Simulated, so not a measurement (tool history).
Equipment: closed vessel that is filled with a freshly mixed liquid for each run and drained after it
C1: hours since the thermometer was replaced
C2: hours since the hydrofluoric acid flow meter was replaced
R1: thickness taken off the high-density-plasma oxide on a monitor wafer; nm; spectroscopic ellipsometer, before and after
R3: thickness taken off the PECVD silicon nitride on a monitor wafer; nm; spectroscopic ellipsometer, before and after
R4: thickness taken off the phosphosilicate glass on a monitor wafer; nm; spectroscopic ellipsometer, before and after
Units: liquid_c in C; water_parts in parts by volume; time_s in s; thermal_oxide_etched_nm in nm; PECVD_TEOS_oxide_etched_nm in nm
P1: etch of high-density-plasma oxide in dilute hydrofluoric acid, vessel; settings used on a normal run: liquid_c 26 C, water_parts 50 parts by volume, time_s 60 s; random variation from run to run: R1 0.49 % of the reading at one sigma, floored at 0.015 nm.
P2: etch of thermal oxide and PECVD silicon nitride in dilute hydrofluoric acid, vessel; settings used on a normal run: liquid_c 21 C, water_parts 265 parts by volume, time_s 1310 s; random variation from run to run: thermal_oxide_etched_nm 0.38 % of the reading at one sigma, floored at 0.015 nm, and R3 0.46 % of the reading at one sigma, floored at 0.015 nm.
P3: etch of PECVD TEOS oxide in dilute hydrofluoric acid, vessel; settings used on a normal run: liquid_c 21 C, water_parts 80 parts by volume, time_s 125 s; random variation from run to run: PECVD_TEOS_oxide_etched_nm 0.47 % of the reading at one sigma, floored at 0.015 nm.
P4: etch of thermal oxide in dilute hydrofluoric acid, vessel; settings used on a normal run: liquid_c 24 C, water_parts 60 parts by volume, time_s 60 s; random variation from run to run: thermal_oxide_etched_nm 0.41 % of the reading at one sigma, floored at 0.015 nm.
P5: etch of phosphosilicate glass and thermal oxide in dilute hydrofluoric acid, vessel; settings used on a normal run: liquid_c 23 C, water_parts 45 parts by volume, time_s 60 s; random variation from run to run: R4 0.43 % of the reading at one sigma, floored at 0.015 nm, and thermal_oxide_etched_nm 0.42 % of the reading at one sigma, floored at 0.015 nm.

Run 1, day 0.442: process P1, liquid_c 26 C, water_parts 50 parts by volume, time_s 60 s; C1 1845.1; C2 618.1. Result: R1 8.6552 nm.
Run 2, day 0.817: process P4, liquid_c 20 C, water_parts 60 parts by volume, time_s 60 s; C1 1854.1; C2 627.1. Result: thermal_oxide_etched_nm 4.2679 nm.
Run 3, day 1.217: process P4, liquid_c 24 C, water_parts 60 parts by volume, time_s 90 s; C1 1863.7; C2 636.7. Result: thermal_oxide_etched_nm 7.4782 nm.
Run 4, day 1.792: process P1, liquid_c 17.5 C, water_parts 50 parts by volume, time_s 60 s; C1 1877.5; C2 650.5. Result: R1 6.0278 nm.
Run 5, day 2.188: process P2, liquid_c 21 C, water_parts 265 parts by volume, time_s 1310 s; C1 1887; C2 660. Result: thermal_oxide_etched_nm 16.837 nm, R3 11.636 nm.
Run 6, day 2.788: process P5, liquid_c 19.5 C, water_parts 45 parts by volume, time_s 60 s; C1 1901.4; C2 674.4. Result: thermal_oxide_etched_nm 5.4333 nm, R4 138.3 nm.
Run 7, day 3.15: process P1, liquid_c 26 C, water_parts 50 parts by volume, time_s 60 s; C1 1910.1; C2 683.1. Result: R1 8.75 nm.
Run 8, day 3.571: process P1, liquid_c 33 C, water_parts 25 parts by volume, time_s 60 s; C1 1920.2; C2 693.2. Result: R1 23.857 nm.
Run 9, day 4.008: process P1, liquid_c 33.5 C, water_parts 50 parts by volume, time_s 60 s; C1 1930.7; C2 703.7. Result: R1 11.618 nm.
Run 10, day 4.621: process P2, liquid_c 21 C, water_parts 265 parts by volume, time_s 2195 s; C1 1945.4; C2 718.4. Result: thermal_oxide_etched_nm 28.355 nm, R3 19.446 nm.
Run 11, day 5.125: process P2, liquid_c 21 C, water_parts 155 parts by volume, time_s 1310 s; C1 1957.5; C2 730.5. Result: thermal_oxide_etched_nm 32.073 nm, R3 19.763 nm.
Run 12, day 5.671: process P1, liquid_c 26 C, water_parts 50 parts by volume, time_s 60 s; C1 1970.6; C2 743.6. Result: R1 8.7002 nm.
Run 13, day 6.067: process P1, liquid_c 33.5 C, water_parts 25 parts by volume, time_s 60 s; C1 1980.1; C2 753.1. Result: R1 24.405 nm.
Run 14, day 6.462: process P2, liquid_c 21 C, water_parts 265 parts by volume, time_s 1310 s; C1 1989.6; C2 762.6. Result: thermal_oxide_etched_nm 16.929 nm, R3 11.692 nm.
Run 15, day 7.133: process P4, liquid_c 24 C, water_parts 60 parts by volume, time_s 60 s; C1 2005.7; C2 778.7. Result: thermal_oxide_etched_nm 4.9929 nm.
Run 16, day 7.783: process P5, liquid_c 23 C, water_parts 45 parts by volume, time_s 60 s; C1 2021.3; C2 794.3. Result: thermal_oxide_etched_nm 6.2923 nm, R4 161.94 nm.
Run 17, day 8.317: process P1, liquid_c 26 C, water_parts 50 parts by volume, time_s 60 s; C1 2034.1; C2 807.1. Result: R1 8.7545 nm.
Run 18, day 9.062: process P3, liquid_c 17 C, water_parts 80 parts by volume, time_s 125 s; C1 2052; C2 825. Result: PECVD_TEOS_oxide_etched_nm 24.29 nm.
Run 19, day 9.508: process P1, liquid_c 26 C, water_parts 50 parts by volume, time_s 60 s; C1 2062.7; C2 835.7. Result: R1 8.6921 nm.
Run 20, day 10.188: process P3, liquid_c 21 C, water_parts 145 parts by volume, time_s 125 s; C1 2079; C2 852. Result: PECVD_TEOS_oxide_etched_nm 14.792 nm.
Run 21, day 10.742: process P5, liquid_c 23 C, water_parts 20 parts by volume, time_s 60 s; C1 2092.3; C2 865.3. Result: thermal_oxide_etched_nm 14.669 nm, R4 376.62 nm.
Run 22, day 11.412: process P4, liquid_c 24 C, water_parts 60 parts by volume, time_s 60 s; C1 2108.4; C2 881.4. Result: thermal_oxide_etched_nm 5.0405 nm.
Run 23, day 11.988: process P1, liquid_c 26 C, water_parts 20 parts by volume, time_s 60 s; C1 2122.2; C2 895.2. Result: R1 22.667 nm.
Run 24, day 12.392: process P1, liquid_c 26 C, water_parts 50 parts by volume, time_s 30 s; C1 2131.9; C2 904.9. Result: R1 4.3665 nm.
Run 25, day 12.95: process P1, liquid_c 26 C, water_parts 50 parts by volume, time_s 85 s; C1 2145.3; C2 918.3. Result: R1 12.319 nm.
Run 26, day 13.442: process P1, liquid_c 26 C, water_parts 70 parts by volume, time_s 60 s; C1 2157.1; C2 930.1. Result: R1 6.0393 nm.
Run 27, day 13.825: process P5, liquid_c 23 C, water_parts 45 parts by volume, time_s 30 s; C1 2166.3; C2 939.3. Result: thermal_oxide_etched_nm 3.1681 nm, R4 80.73 nm.
Run 28, day 14.208: process P4, liquid_c 24 C, water_parts 105 parts by volume, time_s 60 s; C1 2175.5; C2 948.5. Result: thermal_oxide_etched_nm 2.7227 nm.
Run 29, day 14.667: process P3, liquid_c 21 C, water_parts 80 parts by volume, time_s 40 s; C1 2186.5; C2 959.5. Result: PECVD_TEOS_oxide_etched_nm 9.2404 nm.
Run 30, day 15.317: process P5, liquid_c 23 C, water_parts 45 parts by volume, time_s 60 s; C1 2202.1; C2 975.1. Result: thermal_oxide_etched_nm 6.2625 nm, R4 161.5 nm.
Run 31, day 15.842: process P3, liquid_c 21 C, water_parts 80 parts by volume, time_s 125 s; C1 2214.7; C2 987.7. Result: PECVD_TEOS_oxide_etched_nm 28.815 nm.
Run 32, day 16.558: process P2, liquid_c 26.5 C, water_parts 265 parts by volume, time_s 1310 s; C1 2231.9; C2 1004.9. Result: thermal_oxide_etched_nm 20.671 nm, R3 16.376 nm.
Run 33, day 17.142: process P1, liquid_c 21 C, water_parts 75 parts by volume, time_s 60 s; C1 2245.9; C2 1018.9. Result: R1 4.5184 nm.
Run 34, day 17.683: process P1, liquid_c 26 C, water_parts 50 parts by volume, time_s 60 s; C1 2258.9; C2 1031.9. Result: R1 8.7554 nm.
Run 35, day 18.325: process P1, liquid_c 26 C, water_parts 50 parts by volume, time_s 60 s; C1 2274.3; C2 1047.3. Result: R1 8.6564 nm.
Run 36, day 18.879: process P1, liquid_c 26 C, water_parts 50 parts by volume, time_s 60 s; C1 2287.6; C2 1060.6. Result: R1 8.7345 nm.
Run 37, day 19.404: process P1, liquid_c 26 C, water_parts 50 parts by volume, time_s 60 s; C1 2300.2; C2 1073.2. Result: R1 8.8474 nm.
Run 38, day 20.092: process P1, liquid_c 26 C, water_parts 50 parts by volume, time_s 60 s; C1 2316.7; C2 1089.7. Result: R1 9.118 nm.
Run 39, day 20.542: process P1, liquid_c 26 C, water_parts 50 parts by volume, time_s 60 s; C1 2327.5; C2 1100.5. Result: R1 9.2465 nm.
Run 40, day 21.008: process P1, liquid_c 26 C, water_parts 50 parts by volume, time_s 60 s; C1 2338.7; C2 1111.7. Result: R1 9.2413 nm.
Run 41, day 21.408: process P1, liquid_c 26 C, water_parts 50 parts by volume, time_s 60 s; C1 2348.3; C2 1121.3. Result: R1 9.3578 nm.
Run 42, day 22.033: process P1, liquid_c 26 C, water_parts 50 parts by volume, time_s 60 s; C1 2363.3; C2 1136.3. Result: R1 9.3087 nm.
Run 43, day 22.425: process P1, liquid_c 26 C, water_parts 50 parts by volume, time_s 60 s; C1 2372.7; C2 1145.7. Result: R1 9.2401 nm.

Something has made what P1 gives creep away from where it was; the 2 causes below, each at its own stated size, fit the log equally well:
A: liquid hotter than its thermometer reads (K) = 1.73
B: hydrofluoric acid flow above the setpoint (%) = 6.74
The onset of the drift is placed at about day 18.879.

Each of the 4 check runs below uses one wafer; its results are left as question marks. Which run tells the causes apart?
Run check 1, day 22.817: process P2, liquid_c 21 C, water_parts 265 parts by volume, time_s 1310 s. Result: thermal_oxide_etched_nm ?, R3 ?.
Run check 2, day 22.817: process P5, liquid_c 23 C, water_parts 45 parts by volume, time_s 60 s. Result: thermal_oxide_etched_nm ?, R4 ?.
Run check 3, day 22.817: process P4, liquid_c 24 C, water_parts 60 parts by volume, time_s 60 s. Result: thermal_oxide_etched_nm ?.
Run check 4, day 22.817: process P3, liquid_c 21 C, water_parts 80 parts by volume, time_s 125 s. Result: PECVD_TEOS_oxide_etched_nm ?.

Expected result of each check under each candidate cause:
  check                      result    if A    if B
check 1     thermal_oxide_etched_nm  17.957  18.285
check 1                          R3  13.025  12.445
check 2     thermal_oxide_etched_nm  6.7748  6.7568
check 2                          R4  173.06   172.6
check 3     thermal_oxide_etched_nm  5.3914  5.3918
check 4  PECVD_TEOS_oxide_etched_nm  31.007  31.018
Per-check spread between the two closest causes, in the result where they differ most: check 1 4.56 %; check 2 0.27 %; check 3 0.01 %; check 4 0.03 %
Check 1 tells the causes apart: in the others they would give nearly the same result.

Check 1 has now been run. It gave: thermal_oxide_etched_nm 18.004 nm; R3 12.983 nm. Which of the candidate causes is it?

It was cause A: liquid hotter than its thermometer reads (K).
